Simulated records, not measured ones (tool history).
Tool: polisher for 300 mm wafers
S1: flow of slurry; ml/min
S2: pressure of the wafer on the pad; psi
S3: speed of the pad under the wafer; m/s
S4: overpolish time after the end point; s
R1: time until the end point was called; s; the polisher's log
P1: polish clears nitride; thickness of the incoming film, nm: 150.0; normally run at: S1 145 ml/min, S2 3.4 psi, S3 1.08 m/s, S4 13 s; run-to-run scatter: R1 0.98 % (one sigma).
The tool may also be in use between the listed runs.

run 1 hour=10.8 | S1=145 S2=3.4 S3=1.08 S4=13 | R1=126.33
run 2 hour=21.8 | S1=145 S2=3.4 S3=0.8 S4=13 | R1=171.71
run 3 hour=33.5 | S1=145 S2=3.4 S3=1.08 S4=13 | R1=129.92
run 4 hour=40.2 | S1=145 S2=3.4 S3=1.08 S4=13 | R1=127.71
run 5 hour=51.6 | S1=145 S2=3.4 S3=1.08 S4=13 | R1=125.68
run 6 hour=65.6 | S1=145 S2=3.4 S3=1.08 S4=13 | R1=127.95
run 7 hour=72 | S1=145 S2=3.4 S3=1.48 S4=19 | R1=91.444
run 8 hour=82.5 | S1=105 S2=3.4 S3=1.08 S4=6 | R1=134.98
run 9 hour=96.4 | S1=215 S2=3.4 S3=1.08 S4=13 | R1=120.32
run 10 hour=104.8 | S1=145 S2=3.4 S3=1.08 S4=7 | R1=125.58
run 11 hour=116.1 | S1=85 S2=3.4 S3=1.08 S4=13 | R1=143.35
run 12 hour=126.2 | S1=145 S2=3.4 S3=1.08 S4=26 | R1=127.71
run 13 hour=133.9 | S1=145 S2=4.4 S3=1.08 S4=13 | R1=96.207
run 14 hour=144.6 | S1=145 S2=3.4 S3=1.44 S4=13 | R1=96.363
run 15 hour=153.9 | S1=145 S2=2.3 S3=1.08 S4=13 | R1=186.54
run 16 hour=164.8 | S1=145 S2=3.4 S3=1.08 S4=13 | R1=125.73
run 17 hour=171.3 | S1=85 S2=3.4 S3=1.08 S4=5 | R1=143.55

The next listed run, before its measurement:
run 18 hour=185.5 | S1=145 S2=3.4 S3=1.08 S4=13 | R1=?

Run 18 gave R1 124.23 s.
